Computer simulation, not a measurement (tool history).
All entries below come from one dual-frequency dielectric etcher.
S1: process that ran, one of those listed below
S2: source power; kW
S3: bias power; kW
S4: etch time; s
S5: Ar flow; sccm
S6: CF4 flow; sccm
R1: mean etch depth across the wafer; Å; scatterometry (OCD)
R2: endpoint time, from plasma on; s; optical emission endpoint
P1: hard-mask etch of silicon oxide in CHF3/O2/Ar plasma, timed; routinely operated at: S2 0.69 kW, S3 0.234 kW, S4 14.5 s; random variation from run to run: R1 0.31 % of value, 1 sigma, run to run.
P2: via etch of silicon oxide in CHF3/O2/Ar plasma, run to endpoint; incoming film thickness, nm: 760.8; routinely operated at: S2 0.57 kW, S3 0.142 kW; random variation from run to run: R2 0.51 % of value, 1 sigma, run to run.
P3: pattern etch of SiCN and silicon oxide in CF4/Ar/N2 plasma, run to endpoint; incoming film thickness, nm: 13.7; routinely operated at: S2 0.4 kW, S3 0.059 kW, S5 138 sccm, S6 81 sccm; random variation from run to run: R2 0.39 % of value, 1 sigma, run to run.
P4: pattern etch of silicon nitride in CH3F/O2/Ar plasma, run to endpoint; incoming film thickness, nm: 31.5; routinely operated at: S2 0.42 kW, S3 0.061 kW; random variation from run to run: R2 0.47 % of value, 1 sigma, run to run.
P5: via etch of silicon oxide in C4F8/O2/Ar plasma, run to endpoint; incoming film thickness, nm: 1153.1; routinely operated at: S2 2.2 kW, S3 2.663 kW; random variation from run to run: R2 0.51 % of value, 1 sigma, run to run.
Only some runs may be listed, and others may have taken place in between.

| run | hour | S1 | S2 | S3 | S4 | S5 | S6 | R1 | R2 |
|---|---|---|---|---|---|---|---|---|---|
| 1 | 5.7 | P1 | 0.69 | 0.234 | 14.5 |  |  | 341.14 |  |
| 2 | 15.6 | P1 | 0.69 | 0.234 | 18 |  |  | 422.81 |  |
| 3 | 21 | P4 | 0.53 | 0.061 |  |  |  |  | 43.248 |
| 4 | 30.8 | P1 | 0.96 | 0.234 | 14.5 |  |  | 384.93 |  |
| 5 | 40.5 | P5 | 2.2 | 2.663 |  |  |  |  | 201.47 |
| 6 | 46.6 | P2 | 0.41 | 0.142 |  |  |  |  | 491.31 |
| 7 | 54.3 | P4 | 0.42 | 0.061 |  |  |  |  | 47.604 |
| 8 | 62.8 | P3 | 0.4 | 0.059 |  | 81 | 81 |  | 18.059 |
| 9 | 72.1 | P1 | 0.56 | 0.234 | 14.5 |  |  | 315.82 |  |
| 10 | 78.3 | P3 | 0.4 | 0.059 |  | 138 | 81 |  | 19.533 |
| 11 | 86.7 | P1 | 0.69 | 0.166 | 14.5 |  |  | 302.04 |  |
| 12 | 97.2 | P2 | 0.57 | 0.142 |  |  |  |  | 430.96 |
| 13 | 107.4 | P1 | 0.69 | 0.234 | 8 |  |  | 188.18 |  |
| 14 | 115.6 | P1 | 0.69 | 0.327 | 14.5 |  |  | 383.87 |  |
| 15 | 123.9 | P3 | 0.23 | 0.059 |  | 138 | 81 |  | 31.858 |
| 16 | 129.9 | P3 | 0.4 | 0.059 |  | 138 | 81 |  | 19.697 |
| 17 | 140.3 | P5 | 1.63 | 2.663 |  |  |  |  | 229.22 |
| 18 | 145 | P3 | 0.4 | 0.059 |  | 138 | 64 |  | 20.341 |
| 19 | 153.5 | P1 | 0.69 | 0.234 | 14.5 |  |  | 342.36 |  |
| 20 | 163 | P3 | 0.4 | 0.035 |  | 138 | 81 |  | 22.986 |
| 21 | 172.6 | P4 | 0.42 | 0.072 |  |  |  |  | 45.018 |
| 22 | 177.3 | P1 | 0.69 | 0.234 | 14.5 |  |  | 341.06 |  |
| 23 | 186.6 | P5 | 2.2 | 3.663 |  |  |  |  | 184.14 |
| 24 | 194.2 | P1 | 0.86 | 0.164 | 14.5 |  |  | 331.18 |  |
| 25 | 204.5 | P1 | 0.69 | 0.234 | 14.5 |  |  | 340.13 |  |
| 26 | 210.2 | P2 | 0.57 | 0.115 |  |  |  |  | 462.2 |
| 27 | 216.3 | P1 | 0.69 | 0.234 | 14.5 |  |  | 341.65 |  |
| 28 | 226.7 | P1 | 0.69 | 0.234 | 14.5 |  |  | 342.37 |  |
| 29 | 236.2 | P1 | 0.69 | 0.234 | 14.5 |  |  | 344.64 |  |
| 30 | 241.3 | P1 | 0.69 | 0.234 | 14.5 |  |  | 345.98 |  |
| 31 | 251.8 | P1 | 0.69 | 0.234 | 14.5 |  |  | 345.36 |  |
| 32 | 257.6 | P1 | 0.69 | 0.234 | 14.5 |  |  | 346.39 |  |
|  | 261 | wet clean of the chamber |
| 33 | 263.8 | P1 | 0.69 | 0.234 | 14.5 |  |  | 346.71 |  |
| 34 | 273 | P1 | 0.69 | 0.234 | 14.5 |  |  | 346.43 |  |
| 35 | 278.7 | P1 | 0.69 | 0.234 | 14.5 |  |  | 345.84 |  |
| 36 | 286.6 | P1 | 0.69 | 0.234 | 14.5 |  |  | 346.29 |  |

P1 no longer gives what it gave before; its output has crept away from where it was. The following 2 causes, each at its listed size, fit the log equally well:
A: bias power that arrives over what is set, % = 4.47
B: source power that arrives over what is set, % = 4.15
At approximately hour 216.3, the process output began to creep.
Each remaining cause and why it is not a fit:
chamber walls in a state that raises the etch rate, %: serviced at hour 261, after the drift had started, without restoring the earlier output

Below are 4 check runs, each averaged over 2 wafers, with their results shown as question marks. Which of them would give clearly different results depending on which cause is behind the drift?
| check 1 | 294.5 | P3 | 0.4 | 0.059 |  | 138 | 81 |  | ? |
| check 2 | 294.5 | P2 | 0.57 | 0.142 |  |  |  |  | ? |
| check 3 | 294.5 | P5 | 2.2 | 2.663 |  |  |  |  | ? |
| check 4 | 294.5 | P4 | 0.42 | 0.061 |  |  |  |  | ? |

Expected result of each check under each candidate cause:
| check | result | if A | if B |
|---|---|---|---|
| check 1 | R2 | 19.294 | 18.889 |
| check 2 | R2 | 427.89 | 427.18 |
| check 3 | R2 | 199.43 | 198.88 |
| check 4 | R2 | 46.775 | 46.719 |
Separation of the two closest causes in each check, using whichever result separates them best: check 1 2.12 %; check 2 0.17 %; check 3 0.28 %; check 4 0.12 %
Only in check 1 would the causes give clearly different results; in the remaining checks their results would be nearly the same.

After running check 1, the following was obtained: R2 19.203 s. Which cause does this point to?

It was cause A: bias power that arrives over what is set, %.
